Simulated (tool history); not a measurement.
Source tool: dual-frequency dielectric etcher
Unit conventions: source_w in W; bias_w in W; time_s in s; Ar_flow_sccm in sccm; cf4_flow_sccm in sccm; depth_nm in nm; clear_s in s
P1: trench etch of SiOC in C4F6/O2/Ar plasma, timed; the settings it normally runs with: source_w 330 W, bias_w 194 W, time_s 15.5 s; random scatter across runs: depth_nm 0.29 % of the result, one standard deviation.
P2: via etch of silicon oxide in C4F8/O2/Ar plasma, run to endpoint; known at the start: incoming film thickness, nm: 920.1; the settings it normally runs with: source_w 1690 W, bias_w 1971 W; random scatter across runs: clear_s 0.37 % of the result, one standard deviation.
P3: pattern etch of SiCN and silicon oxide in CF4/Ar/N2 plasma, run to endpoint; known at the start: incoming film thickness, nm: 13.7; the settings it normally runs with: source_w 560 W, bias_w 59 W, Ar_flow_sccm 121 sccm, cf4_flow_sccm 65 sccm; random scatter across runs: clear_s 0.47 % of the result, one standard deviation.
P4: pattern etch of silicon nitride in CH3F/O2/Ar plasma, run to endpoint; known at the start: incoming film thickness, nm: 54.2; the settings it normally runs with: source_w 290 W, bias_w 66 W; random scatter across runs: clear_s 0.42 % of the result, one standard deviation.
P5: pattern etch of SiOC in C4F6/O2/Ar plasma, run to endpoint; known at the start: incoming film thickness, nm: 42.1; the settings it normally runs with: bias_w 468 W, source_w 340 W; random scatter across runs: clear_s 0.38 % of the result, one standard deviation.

run,hour,process,source_w,bias_w,time_s,Ar_flow_sccm,cf4_flow_sccm,hours since the last wet clean,hours since the last source power generator calibration,hours since the last bias power generator calibration,depth_nm,clear_s
1,6.7,P1,330,194,15.5,,,283,771.4,1006.2,30.599,
2,17,P1,460,194,15.5,,,293.3,781.7,1016.5,34.595,
3,25.4,P5,340,468,,,,301.7,790.1,1024.9,,15.6
4,34.9,P3,560,59,,121,65,311.2,799.6,1034.4,,14.7
5,45.2,P2,1690,1971,,,,321.5,809.9,1044.7,,199.69
6,55,P1,330,194,15.5,,,331.3,819.7,1054.5,30.689,
7,60.1,P1,330,194,9.5,,,336.4,824.8,1059.6,18.684,
8,65.9,P1,270,194,15.5,,,342.2,830.6,1065.4,28.403,
9,72.5,P3,560,78,,121,65,348.8,837.2,1072,,13.316
10,78.7,P3,560,59,,121,65,355,843.4,1078.2,,14.739
11,88,P3,690,59,,121,65,364.3,852.7,1087.5,,12.138
12,96.6,P4,290,66,,,,372.9,861.3,1096.1,,91.865
13,104.3,P1,250,194,12,,,380.6,869,1103.8,21.149,
14,112.9,P2,1690,1971,,,,389.2,877.6,1112.4,,198.08
15,122.5,P4,290,87,,,,398.8,887.2,1122,,83.764
16,128.1,P5,240,468,,,,404.4,892.8,1127.6,,17.769
17,134.5,P2,1690,2625,,,,410.8,899.2,1134,,182.48
18,141.9,P2,2380,1971,,,,418.2,906.6,1141.4,,173.47
19,152.5,P1,430,194,19.5,,,428.8,917.2,1152,42.315,
20,158.7,P4,290,66,,,,435,923.4,1158.2,,92.293
21,167,P4,370,66,,,,443.3,931.7,1166.5,,83.873
22,177.5,P1,330,272,15.5,,,453.8,942.2,1177,34.065,
23,188.1,P1,330,124,15.5,,,464.4,952.8,1187.6,26.395,
24,193.3,P1,330,194,15.5,,,469.6,958,1192.8,30.7,
25,198.4,P1,330,194,15.5,,,474.7,963.1,1197.9,30.486,
26,204.2,P1,330,194,15.5,,,480.5,968.9,1203.7,30.576,
27,212.3,P3,560,59,,121,48,488.6,977,1211.8,,15.54
28,219,P3,560,59,,77,65,495.3,983.7,1218.5,,13.659
29,228.9,P1,330,194,20.5,,,505.2,993.6,1228.4,40.265,
30,236.7,P5,340,595,,,,513,1001.4,1236.2,,14.23
31,243.1,P1,330,194,15.5,,,519.4,1007.8,1242.6,30.437,
32,251.6,P1,330,194,15.5,,,527.9,1016.3,1251.1,30.293,
33,261.8,P1,330,194,15.5,,,538.1,1026.5,1261.3,30.292,
34,270.7,P1,330,194,15.5,,,547,1035.4,1270.2,30.185,
35,275.9,P1,330,194,15.5,,,552.2,1040.6,1275.4,30.304,
36,280.8,P1,330,194,15.5,,,557.1,1045.5,1280.3,30.28,
37,286.9,P1,330,194,15.5,,,563.2,1051.6,1286.4,30.089,
38,295.6,P1,330,194,15.5,,,571.9,1060.3,1295.1,30.097,
# hour 300.4: wet clean of the chamber
39,303.9,P1,330,194,15.5,,,3.6,1068.6,1303.4,30.05,
40,314.1,P1,330,194,15.5,,,13.8,1078.8,1313.6,30.018,
41,321.5,P1,330,194,15.5,,,21.2,1086.2,1321,29.997,

What P1 gives has crept away from where it was. These 2 causes fit the log equally well, each at the size given:
A: bias power that arrives under what is set, % = 4.44
B: source power that arrives under what is set, % = 3.75
At approximately hour 243.1, the process output began to creep.
What rules out each remaining cause:
chamber walls in a state that lowers the etch rate, %: its service at hour 300.4 followed the start of the drift and did not put the process back to its old value

Which of the 4 check runs listed below, each an average over 3 wafers with its results shown as question marks, gives clearly different results under the different listed causes?
check 1,328.9,P4,290,83,,,,,,,,?
check 2,328.9,P3,560,59,,82,65,,,,,?
check 3,328.9,P5,270,468,,,,,,,,?
check 4,328.9,P2,2300,2454,,,,,,,,?

How each check would come out, cause by cause:
check,result,if A,if B
check 1,clear_s,86.589,86.409
check 2,clear_s,13.932,14.214
check 3,clear_s,17.305,17.253
check 4,clear_s,167.7,168
Per-check spread between the two closest causes, in the result where they differ most: check 1 0.21 %; check 2 2.01 %; check 3 0.3 %; check 4 0.18 %
The other checks would show nearly matching results whichever cause is true, so check 2 is the only one that separates the causes.

With check 2 done, the readings were: clear_s 14.187 s. Identify which of the listed causes applies.

B is the cause: source power that arrives under what is set, %.
